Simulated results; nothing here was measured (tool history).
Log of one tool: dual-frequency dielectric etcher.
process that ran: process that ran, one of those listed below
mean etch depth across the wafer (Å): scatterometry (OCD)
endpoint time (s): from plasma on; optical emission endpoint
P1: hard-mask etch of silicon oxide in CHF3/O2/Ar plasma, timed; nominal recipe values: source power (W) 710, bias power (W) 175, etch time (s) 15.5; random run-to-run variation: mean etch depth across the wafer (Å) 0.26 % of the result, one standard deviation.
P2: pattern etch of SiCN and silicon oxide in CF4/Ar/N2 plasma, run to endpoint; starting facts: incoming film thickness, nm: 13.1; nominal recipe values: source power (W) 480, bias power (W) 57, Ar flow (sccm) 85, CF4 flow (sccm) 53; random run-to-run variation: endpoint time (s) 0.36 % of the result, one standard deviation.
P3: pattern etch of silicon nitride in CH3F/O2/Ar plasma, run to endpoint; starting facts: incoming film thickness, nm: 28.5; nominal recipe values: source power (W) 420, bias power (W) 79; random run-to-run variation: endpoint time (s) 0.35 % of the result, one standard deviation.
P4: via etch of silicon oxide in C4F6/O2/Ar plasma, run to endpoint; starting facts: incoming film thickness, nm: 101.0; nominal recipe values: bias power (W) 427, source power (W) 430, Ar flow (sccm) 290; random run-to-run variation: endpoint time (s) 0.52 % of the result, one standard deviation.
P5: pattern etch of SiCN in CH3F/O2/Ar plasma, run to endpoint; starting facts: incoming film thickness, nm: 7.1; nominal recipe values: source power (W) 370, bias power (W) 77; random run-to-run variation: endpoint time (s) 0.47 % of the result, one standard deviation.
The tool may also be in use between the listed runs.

run     day  process that ran  source power (W)  bias power (W)  etch time (s)  Ar flow (sccm)  CF4 flow (sccm)  mean etch depth across the wafer (Å)  endpoint time (s)
  1   0.467                P1               710             175           15.5                                                                 327.31
  2   1.017                P2               480              57                             68               53                                                   15.787
  3   1.312                P3               280              79                                                                                                    45.17
  4   1.829                P1               710             175           15.5                                                                 327.53
  5    2.15                P1               500             175           15.5                                                                 288.05
  6   2.525                P4               430             427                            196                                                                     21.81
  7   3.025                P3               420              79                                                                                                   39.182
  8   3.571                P2               480              57                             85               53                                                   16.313
  9   4.054                P2               650              57                             85               53                                                   12.482
 10   4.325                P2               480              57                             85               72                                                   15.651
 11   4.892                P1               430             141           15.5                                                                  251.6
 12   5.204                P3               420             110                                                                                                   34.659
 13   5.608                P4               430             310                            290                                                                    25.723
 14   5.942                P1               710             175           21.5                                                                 455.34
 15   6.362                P4               430             427                            290                                                                    22.614
 16   6.938                P1               710             175           15.5                                                                 327.71
 17   7.475                P1               710             175           15.5                                                                  329.1
 18   7.958                P1               930             175           15.5                                                                 362.84
 19   8.425                P5               520              77                                                                                                   16.657
 20   8.792                P2               480              35                             85               53                                                   18.962
 21   9.075                P4               570             427                            290                                                                    20.387
 22   9.658                P1               710             112           15.5                                                                 284.46
 23  10.183                P1               710             175           15.5                                                                 326.74
 24  10.546                P1               710             175           15.5                                                                 327.86
 25  10.892                P3               420              79                                                                                                   39.349

Run 26 comes next. What will it give?
 26  11.483                P5               370              77                                                                                                        ?

Logged for run 26: endpoint time (s) 18.84.
